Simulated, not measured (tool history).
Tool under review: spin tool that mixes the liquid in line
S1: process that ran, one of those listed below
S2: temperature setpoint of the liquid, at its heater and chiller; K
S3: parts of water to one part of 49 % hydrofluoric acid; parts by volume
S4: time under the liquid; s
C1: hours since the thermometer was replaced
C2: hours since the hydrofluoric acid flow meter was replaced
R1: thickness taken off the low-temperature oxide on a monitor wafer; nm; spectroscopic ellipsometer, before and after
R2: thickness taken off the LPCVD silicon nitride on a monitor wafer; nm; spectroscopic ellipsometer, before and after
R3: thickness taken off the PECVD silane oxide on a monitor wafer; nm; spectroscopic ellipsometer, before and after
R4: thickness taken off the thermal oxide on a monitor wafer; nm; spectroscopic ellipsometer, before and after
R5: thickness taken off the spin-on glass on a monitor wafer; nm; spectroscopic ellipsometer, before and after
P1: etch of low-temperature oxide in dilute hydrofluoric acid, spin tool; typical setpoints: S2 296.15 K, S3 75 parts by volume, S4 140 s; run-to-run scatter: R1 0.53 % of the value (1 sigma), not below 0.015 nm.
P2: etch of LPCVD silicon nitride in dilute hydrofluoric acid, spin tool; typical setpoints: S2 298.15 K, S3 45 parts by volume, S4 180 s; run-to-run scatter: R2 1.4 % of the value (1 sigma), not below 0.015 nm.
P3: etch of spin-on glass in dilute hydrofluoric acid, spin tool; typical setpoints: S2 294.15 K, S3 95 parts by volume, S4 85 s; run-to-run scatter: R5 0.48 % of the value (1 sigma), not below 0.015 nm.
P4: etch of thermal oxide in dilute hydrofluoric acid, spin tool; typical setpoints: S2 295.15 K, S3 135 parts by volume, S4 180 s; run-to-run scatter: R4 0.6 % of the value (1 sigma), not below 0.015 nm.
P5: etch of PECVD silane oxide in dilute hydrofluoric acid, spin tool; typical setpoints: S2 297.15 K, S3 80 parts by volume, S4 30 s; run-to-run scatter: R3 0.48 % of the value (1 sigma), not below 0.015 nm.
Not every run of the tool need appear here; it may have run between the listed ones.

run,hour,S1,S2,S3,S4,C1,C2,R1,R2,R3,R4,R5
1,5.0,P1,296.15,75,140,1850.8,913.2,33.6470,,,,
2,12.9,P1,296.15,75,140,1858.7,921.1,33.2770,,,,
3,17.3,P2,298.15,45,180,1863.1,925.5,,2.0070,,,
4,21.9,P1,296.15,75,25,1867.7,930.1,5.9588,,,,
5,27.1,P5,297.15,130,30,1872.9,935.3,,,4.7429,,
6,34.7,P1,296.15,75,140,1880.5,942.9,33.3970,,,,
7,39.8,P1,302.65,50,140,1885.6,948.0,67.1970,,,,
8,47.9,P1,300.15,75,140,1893.7,956.1,39.0740,,,,
9,54.2,P2,292.15,45,180,1900.0,962.4,,1.3021,,,
10,59.0,P4,295.15,135,90,1904.8,967.2,,,,2.8875,
11,63.8,P1,303.15,30,140,1909.6,972.0,118.8700,,,,
12,71.2,P4,295.15,45,180,1917.0,979.4,,,,19.2120,
13,78.9,P1,296.15,20,140,1924.7,987.1,134.5700,,,,
14,83.6,P1,296.15,75,225,1929.4,991.8,53.8970,,,,
15,89.5,P5,304.65,80,30,1935.3,997.7,,,10.9320,,
16,96.0,P3,294.15,95,35,1941.8,1004.2,,,,,21.200
17,100.4,P2,298.15,45,180,1946.2,1008.6,,2.0045,,,
18,106.2,P1,296.15,75,140,1952.0,1014.4,33.1320,,,,
19,111.2,P1,296.15,75,140,1957.0,1019.4,33.3080,,,,
20,118.5,P3,294.15,175,85,1964.3,1026.7,,,,,25.776
21,124.4,P5,297.15,80,15,1970.2,1032.6,,,4.0557,,
22,132.5,P2,298.15,45,315,1978.3,1040.7,,3.4358,,,
23,136.2,P2,298.15,65,180,1982.0,1044.4,,1.4099,,,
24,141.3,P3,294.15,95,85,1987.1,1049.5,,,,,51.706
25,149.2,P1,292.65,20,140,1995.0,1057.4,115.3100,,,,
26,155.3,P4,291.15,135,180,2001.1,1063.5,,,,4.9292,
27,159.9,P1,290.65,75,140,2005.7,1068.1,26.5740,,,,
28,164.2,P4,295.15,135,180,2010.0,1072.4,,,,5.7690,
29,168.3,P1,296.15,130,140,2014.1,1076.5,18.0420,,,,
30,175.6,P5,297.15,80,30,2021.4,1083.8,,,8.0859,,
31,180.7,P3,298.65,95,85,2026.5,1088.9,,,,,62.064
32,185.0,P5,297.15,80,30,2030.8,1093.2,,,8.1454,,
33,190.9,P1,296.15,75,140,2036.7,1099.1,33.1650,,,,
34,196.4,P1,296.15,75,140,2042.2,1104.6,34.8950,,,,
35,200.2,P1,296.15,75,140,2046.0,1108.4,35.4560,,,,
36,205.2,P1,296.15,75,140,2051.0,1113.4,36.0260,,,,
37,211.0,P1,296.15,75,140,2056.8,1119.2,36.4050,,,,
38,216.6,P1,296.15,75,140,2062.4,1124.8,36.3710,,,,
39,220.7,P1,296.15,75,140,2066.5,1128.9,36.4820,,,,
40,227.6,P1,296.15,75,140,2073.4,1135.8,36.5360,,,,

What P1 gives has crept off from where it sat before. The 2 causes that follow fit the log equally well, each at the size noted:
A: liquid hotter than its thermometer reads (K) = 2.34
B: hydrofluoric acid flow above the setpoint (%) = 9.04
Onset of the creep was near hour 190.9.

Consider the 4 check runs below, whose results appear as question marks and each of which averages 3 wafers. Which one distinguishes the causes, in that each cause would give it a clearly different result?
check 1,234.5,P5,297.15,80,30,,,,,?,,
check 2,234.5,P4,295.15,135,180,,,,,,?,
check 3,234.5,P3,294.15,95,85,,,,,,,?
check 4,234.5,P2,298.15,45,180,,,,?,,,

How each check would come out, cause by cause:
check,result,if A,if B
check 1,R3,8.9204,8.9366
check 2,R4,6.3456,6.3962
check 3,R5,56.921,56.986
check 4,R2,2.3426,2.1818
Distance between the nearest two causes, measured in the result of the check that separates them most: check 1 0.18 %; check 2 0.79 %; check 3 0.11 %; check 4 7.11 %
The causes can be told apart only by check 4. The other checks would give nearly the same results under each of them.

Check 4 was carried out, with these results: R2 2.2990 nm. Which of the listed causes is responsible?

Of the candidate causes, it is A: liquid hotter than its thermometer reads (K).
